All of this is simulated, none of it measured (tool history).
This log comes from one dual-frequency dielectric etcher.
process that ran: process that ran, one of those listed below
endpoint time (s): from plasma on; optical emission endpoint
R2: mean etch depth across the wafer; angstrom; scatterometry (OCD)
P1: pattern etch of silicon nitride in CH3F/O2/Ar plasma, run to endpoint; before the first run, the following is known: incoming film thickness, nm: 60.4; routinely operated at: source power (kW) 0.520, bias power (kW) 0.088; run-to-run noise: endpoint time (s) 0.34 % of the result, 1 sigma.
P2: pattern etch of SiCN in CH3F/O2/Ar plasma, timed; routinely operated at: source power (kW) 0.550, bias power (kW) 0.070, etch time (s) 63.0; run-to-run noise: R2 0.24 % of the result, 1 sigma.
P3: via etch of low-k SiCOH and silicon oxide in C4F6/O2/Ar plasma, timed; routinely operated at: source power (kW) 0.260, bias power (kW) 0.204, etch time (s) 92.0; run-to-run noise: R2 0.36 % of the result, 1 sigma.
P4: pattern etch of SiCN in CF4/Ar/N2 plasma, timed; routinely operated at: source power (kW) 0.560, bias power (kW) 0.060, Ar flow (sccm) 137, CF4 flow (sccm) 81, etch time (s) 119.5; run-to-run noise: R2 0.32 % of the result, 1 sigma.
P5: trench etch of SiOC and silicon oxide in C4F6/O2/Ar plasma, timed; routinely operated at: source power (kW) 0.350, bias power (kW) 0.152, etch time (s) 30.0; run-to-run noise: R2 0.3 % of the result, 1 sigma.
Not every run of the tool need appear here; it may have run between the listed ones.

Run 1, hour 5.1: process that ran P1, source power (kW) 0.520, bias power (kW) 0.088. Result: endpoint time (s) 72.710.
Run 2, hour 9.4: process that ran P2, source power (kW) 0.550, bias power (kW) 0.070, etch time (s) 63.0. Result: R2 271.77 angstrom.
Run 3, hour 15.1: process that ran P4, source power (kW) 0.560, bias power (kW) 0.060, etch time (s) 119.5, Ar flow (sccm) 175, CF4 flow (sccm) 81. Result: R2 1129.70 angstrom.
Run 4, hour 20.7: process that ran P5, source power (kW) 0.350, bias power (kW) 0.214, etch time (s) 30.0. Result: R2 587.49 angstrom.
Run 5, hour 27.1: process that ran P4, source power (kW) 0.560, bias power (kW) 0.060, etch time (s) 119.5, Ar flow (sccm) 137, CF4 flow (sccm) 55. Result: R2 1104.30 angstrom.
Run 6, hour 30.8: process that ran P3, source power (kW) 0.260, bias power (kW) 0.204, etch time (s) 92.0. Result: R2 2273.80 angstrom.
Run 7, hour 33.8: process that ran P2, source power (kW) 0.420, bias power (kW) 0.070, etch time (s) 63.0. Result: R2 247.03 angstrom.
Run 8, hour 38.8: process that ran P1, source power (kW) 0.640, bias power (kW) 0.058. Result: endpoint time (s) 76.418.
Run 9, hour 45.5: process that ran P3, source power (kW) 0.260, bias power (kW) 0.121, etch time (s) 92.0. Result: R2 1931.80 angstrom.
Run 10, hour 48.8: process that ran P4, source power (kW) 0.560, bias power (kW) 0.039, etch time (s) 119.5, Ar flow (sccm) 137, CF4 flow (sccm) 81. Result: R2 1023.20 angstrom.
Run 11, hour 55.4: process that ran P3, source power (kW) 0.190, bias power (kW) 0.204, etch time (s) 92.0. Result: R2 2025.20 angstrom.
Run 12, hour 59.8: process that ran P5, source power (kW) 0.350, bias power (kW) 0.152, etch time (s) 30.0. Result: R2 526.89 angstrom.
Run 13, hour 63.9: process that ran P1, source power (kW) 0.520, bias power (kW) 0.088. Result: endpoint time (s) 72.209.
Run 14, hour 68.5: process that ran P4, source power (kW) 0.560, bias power (kW) 0.060, etch time (s) 119.5, Ar flow (sccm) 137, CF4 flow (sccm) 81. Result: R2 1177.70 angstrom.
Run 15, hour 75.1: process that ran P4, source power (kW) 0.330, bias power (kW) 0.060, etch time (s) 119.5, Ar flow (sccm) 137, CF4 flow (sccm) 81. Result: R2 740.49 angstrom.
Run 16, hour 79.3: process that ran P2, source power (kW) 0.550, bias power (kW) 0.041, etch time (s) 63.0. Result: R2 229.26 angstrom.
Run 17, hour 83.5: process that ran P1, source power (kW) 0.520, bias power (kW) 0.088. Result: endpoint time (s) 71.732.
Run 18, hour 87.2: process that ran P1, source power (kW) 0.640, bias power (kW) 0.088. Result: endpoint time (s) 66.723.
Run 19, hour 93.8: process that ran P1, source power (kW) 0.520, bias power (kW) 0.088. Result: endpoint time (s) 72.408.
Run 20, hour 97.7: process that ran P4, source power (kW) 0.560, bias power (kW) 0.060, etch time (s) 119.5, Ar flow (sccm) 137, CF4 flow (sccm) 81. Result: R2 1186.50 angstrom.
Run 21, hour 104.3: process that ran P1, source power (kW) 0.520, bias power (kW) 0.119. Result: endpoint time (s) 64.727.
Run 22, hour 107.9: process that ran P1, source power (kW) 0.520, bias power (kW) 0.053. Result: endpoint time (s) 85.368.
Run 23, hour 114.0: process that ran P2, source power (kW) 0.550, bias power (kW) 0.070, etch time (s) 91.5. Result: R2 395.15 angstrom.
Run 24, hour 119.3: process that ran P4, source power (kW) 0.560, bias power (kW) 0.060, etch time (s) 168.0, Ar flow (sccm) 137, CF4 flow (sccm) 81. Result: R2 1659.20 angstrom.
Run 25, hour 124.2: process that ran P1, source power (kW) 0.520, bias power (kW) 0.088. Result: endpoint time (s) 71.878.
Run 26, hour 130.1: process that ran P3, source power (kW) 0.260, bias power (kW) 0.204, etch time (s) 92.0. Result: R2 2278.60 angstrom.
Run 27, hour 133.6: process that ran P2, source power (kW) 0.550, bias power (kW) 0.070, etch time (s) 63.0. Result: R2 271.82 angstrom.
Run 28, hour 139.1: process that ran P1, source power (kW) 0.520, bias power (kW) 0.088. Result: endpoint time (s) 71.823.
Run 29, hour 142.6: process that ran P1, source power (kW) 0.520, bias power (kW) 0.088. Result: endpoint time (s) 72.249.
Run 30, hour 147.2: process that ran P5, source power (kW) 0.260, bias power (kW) 0.152, etch time (s) 30.0. Result: R2 469.39 angstrom.
Run 31, hour 153.3: process that ran P3, source power (kW) 0.260, bias power (kW) 0.204, etch time (s) 50.5. Result: R2 1251.60 angstrom.
Run 32, hour 157.7: process that ran P1, source power (kW) 0.310, bias power (kW) 0.088. Result: endpoint time (s) 87.741.
Run 33, hour 162.7: process that ran P5, source power (kW) 0.350, bias power (kW) 0.152, etch time (s) 42.0. Result: R2 735.76 angstrom.
Run 34, hour 167.9: process that ran P5, source power (kW) 0.350, bias power (kW) 0.152, etch time (s) 30.0. Result: R2 526.93 angstrom.
Run 35, hour 174.1: process that ran P1, source power (kW) 0.520, bias power (kW) 0.088. Result: endpoint time (s) 71.689.
Run 36, hour 179.0: process that ran P1, source power (kW) 0.520, bias power (kW) 0.088. Result: endpoint time (s) 71.887.
Run 37, hour 183.9: process that ran P1, source power (kW) 0.520, bias power (kW) 0.088. Result: endpoint time (s) 71.252.
Run 38, hour 187.7: process that ran P1, source power (kW) 0.520, bias power (kW) 0.088. Result: endpoint time (s) 70.987.
Run 39, hour 193.1: process that ran P1, source power (kW) 0.520, bias power (kW) 0.088. Result: endpoint time (s) 71.104.
At hour 196.1: wet clean of the chamber.
Run 40, hour 198.4: process that ran P1, source power (kW) 0.520, bias power (kW) 0.088. Result: endpoint time (s) 70.792.
Run 41, hour 203.5: process that ran P1, source power (kW) 0.520, bias power (kW) 0.088. Result: endpoint time (s) 71.221.

What P1 gives has crept off from where it sat before. The 2 causes that follow fit the log equally well, each at the size noted:
A: bias power that arrives over what is set, % = 4.91
B: source power that arrives over what is set, % = 4.58
The process output started creeping at around hour 174.1.
Ruled out, with reasons:
chamber walls in a state that raises the etch rate, %: serviced after onset, at hour 196.1, with no recovery of the prior output

Which of the 4 check runs listed below, each an average over 2 wafers with its results shown as question marks, gives clearly different results under the different listed causes?
Run check 1, hour 208.6: process that ran P4, source power (kW) 0.360, bias power (kW) 0.060, etch time (s) 119.5, Ar flow (sccm) 137, CF4 flow (sccm) 67. Result: R2 ?.
Run check 2, hour 208.6: process that ran P5, source power (kW) 0.350, bias power (kW) 0.196, etch time (s) 30.0. Result: R2 ?.
Run check 3, hour 208.6: process that ran P2, source power (kW) 0.550, bias power (kW) 0.048, etch time (s) 78.5. Result: R2 ?.
Run check 4, hour 208.6: process that ran P3, source power (kW) 0.260, bias power (kW) 0.151, etch time (s) 66.5. Result: R2 ?.

What every check run would give for each of its results, assuming each possible cause in turn:
  check  result     if A     if B
check 1      R2   790.24   807.68
check 2      R2   578.95   579.90
check 3      R2   303.95   304.72
check 4      R2  1518.50  1522.00
Minimum pairwise separation of causes per check, each pair taken at its best-separating result: check 1 2.18 %; check 2 0.16 %; check 3 0.25 %; check 4 0.23 %
Only check 1 tells the causes apart: in the others they would give nearly the same result.

Here is what check 1 returned: R2 805.65 angstrom. Which cause is it?

It was cause B: source power that arrives over what is set, %.
